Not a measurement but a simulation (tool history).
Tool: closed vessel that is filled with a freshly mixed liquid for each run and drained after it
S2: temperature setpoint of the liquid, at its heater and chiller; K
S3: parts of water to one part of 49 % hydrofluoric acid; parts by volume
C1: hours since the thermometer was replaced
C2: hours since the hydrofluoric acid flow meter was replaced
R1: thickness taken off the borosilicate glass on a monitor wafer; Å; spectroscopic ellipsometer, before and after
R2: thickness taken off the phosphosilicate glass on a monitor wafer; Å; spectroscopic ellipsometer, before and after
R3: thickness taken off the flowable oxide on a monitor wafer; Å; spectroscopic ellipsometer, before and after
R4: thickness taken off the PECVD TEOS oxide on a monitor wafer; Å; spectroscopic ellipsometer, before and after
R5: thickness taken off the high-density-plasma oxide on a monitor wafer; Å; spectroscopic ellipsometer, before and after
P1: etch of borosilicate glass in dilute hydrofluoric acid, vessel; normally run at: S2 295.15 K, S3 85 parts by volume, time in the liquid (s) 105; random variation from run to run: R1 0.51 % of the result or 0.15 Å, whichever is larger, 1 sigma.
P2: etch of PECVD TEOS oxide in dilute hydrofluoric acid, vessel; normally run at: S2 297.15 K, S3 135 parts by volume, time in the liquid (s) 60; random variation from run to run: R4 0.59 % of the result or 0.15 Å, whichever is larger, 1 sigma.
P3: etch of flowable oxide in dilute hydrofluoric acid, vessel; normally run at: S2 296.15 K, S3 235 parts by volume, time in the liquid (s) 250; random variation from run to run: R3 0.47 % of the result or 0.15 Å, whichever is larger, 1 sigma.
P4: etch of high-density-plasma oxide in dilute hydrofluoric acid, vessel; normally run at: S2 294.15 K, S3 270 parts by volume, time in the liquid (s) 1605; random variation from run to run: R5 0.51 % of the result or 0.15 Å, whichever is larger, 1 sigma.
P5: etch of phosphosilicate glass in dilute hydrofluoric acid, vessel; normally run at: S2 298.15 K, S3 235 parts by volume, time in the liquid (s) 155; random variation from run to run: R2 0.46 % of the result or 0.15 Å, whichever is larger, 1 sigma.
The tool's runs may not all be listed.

Run 1, hour 11.8: process that ran P1, S2 295.15 K, S3 85 parts by volume, time in the liquid (s) 105; C1 616; C2 137.5. Result: R1 619.26 Å.
Run 2, hour 24.5: process that ran P5, S2 298.15 K, S3 235 parts by volume, time in the liquid (s) 155; C1 628.7; C2 150.2. Result: R2 516.84 Å.
Run 3, hour 35.7: process that ran P3, S2 296.15 K, S3 65 parts by volume, time in the liquid (s) 250; C1 639.9; C2 161.4. Result: R3 1768.6 Å.
Run 4, hour 42.8: process that ran P1, S2 290.15 K, S3 85 parts by volume, time in the liquid (s) 105; C1 647; C2 168.5. Result: R1 500.19 Å.
Run 5, hour 50.7: process that ran P1, S2 295.15 K, S3 85 parts by volume, time in the liquid (s) 105; C1 654.9; C2 176.4. Result: R1 616.83 Å.
Run 6, hour 57.2: process that ran P2, S2 297.15 K, S3 80 parts by volume, time in the liquid (s) 60; C1 661.4; C2 182.9. Result: R4 98.501 Å.
Run 7, hour 66.5: process that ran P2, S2 297.15 K, S3 135 parts by volume, time in the liquid (s) 60; C1 670.7; C2 192.2. Result: R4 54.807 Å.
Run 8, hour 77.9: process that ran P3, S2 296.15 K, S3 235 parts by volume, time in the liquid (s) 250; C1 682.1; C2 203.6. Result: R3 400.58 Å.
Run 9, hour 90.2: process that ran P2, S2 297.15 K, S3 135 parts by volume, time in the liquid (s) 60; C1 694.4; C2 215.9. Result: R4 54.429 Å.
Run 10, hour 100.8: process that ran P3, S2 296.15 K, S3 235 parts by volume, time in the liquid (s) 420; C1 705; C2 226.5. Result: R3 671.95 Å.
At hour 106.8: hydrofluoric acid flow meter replaced.
Run 11, hour 110.2: process that ran P1, S2 295.15 K, S3 85 parts by volume, time in the liquid (s) 105; C1 714.4; C2 3.5. Result: R1 622.08 Å.
Run 12, hour 116.8: process that ran P4, S2 300.65 K, S3 270 parts by volume, time in the liquid (s) 1605; C1 721; C2 10.1. Result: R5 553.61 Å.
Run 13, hour 123.7: process that ran P3, S2 290.15 K, S3 235 parts by volume, time in the liquid (s) 250; C1 727.9; C2 17. Result: R3 320.97 Å.
Run 14, hour 133.8: process that ran P3, S2 296.15 K, S3 235 parts by volume, time in the liquid (s) 250; C1 738; C2 27.1. Result: R3 402.2 Å.
Run 15, hour 139.6: process that ran P1, S2 295.15 K, S3 85 parts by volume, time in the liquid (s) 215; C1 743.8; C2 32.9. Result: R1 1267.2 Å.
Run 16, hour 147.3: process that ran P4, S2 294.15 K, S3 270 parts by volume, time in the liquid (s) 1605; C1 751.5; C2 40.6. Result: R5 443.44 Å.
Run 17, hour 153: process that ran P4, S2 294.15 K, S3 270 parts by volume, time in the liquid (s) 2365; C1 757.2; C2 46.3. Result: R5 648.39 Å.
Run 18, hour 161.6: process that ran P1, S2 295.15 K, S3 85 parts by volume, time in the liquid (s) 105; C1 765.8; C2 54.9. Result: R1 616.78 Å.
Run 19, hour 172.9: process that ran P1, S2 298.65 K, S3 85 parts by volume, time in the liquid (s) 105; C1 777.1; C2 66.2. Result: R1 710.67 Å.
Run 20, hour 185.7: process that ran P1, S2 295.15 K, S3 140 parts by volume, time in the liquid (s) 105; C1 789.9; C2 79. Result: R1 351.63 Å.
Run 21, hour 195.3: process that ran P1, S2 295.15 K, S3 85 parts by volume, time in the liquid (s) 105; C1 799.5; C2 88.6. Result: R1 617.07 Å.
Run 22, hour 206.4: process that ran P1, S2 295.15 K, S3 85 parts by volume, time in the liquid (s) 105; C1 810.6; C2 99.7. Result: R1 618.26 Å.
Run 23, hour 216.1: process that ran P1, S2 295.15 K, S3 85 parts by volume, time in the liquid (s) 30; C1 820.3; C2 109.4. Result: R1 178.63 Å.
Run 24, hour 226.3: process that ran P1, S2 295.15 K, S3 30 parts by volume, time in the liquid (s) 105; C1 830.5; C2 119.6. Result: R1 1887.2 Å.
Run 25, hour 231.9: process that ran P2, S2 297.15 K, S3 135 parts by volume, time in the liquid (s) 30; C1 836.1; C2 125.2. Result: R4 27.057 Å.
Run 26, hour 241.1: process that ran P5, S2 298.15 K, S3 235 parts by volume, time in the liquid (s) 240; C1 845.3; C2 134.4. Result: R2 807.3 Å.
Run 27, hour 252.4: process that ran P5, S2 298.15 K, S3 235 parts by volume, time in the liquid (s) 155; C1 856.6; C2 145.7. Result: R2 523.8 Å.
Run 28, hour 261.6: process that ran P1, S2 295.15 K, S3 40 parts by volume, time in the liquid (s) 35; C1 865.8; C2 154.9. Result: R1 460.26 Å.

Run 29 comes next. What will it give?
Run 29, hour 271.3: process that ran P4, S2 294.15 K, S3 455 parts by volume, time in the liquid (s) 1605; C1 875.5; C2 164.6. Result: R5 ?.

Run 29 gave R5 222.52 Å.

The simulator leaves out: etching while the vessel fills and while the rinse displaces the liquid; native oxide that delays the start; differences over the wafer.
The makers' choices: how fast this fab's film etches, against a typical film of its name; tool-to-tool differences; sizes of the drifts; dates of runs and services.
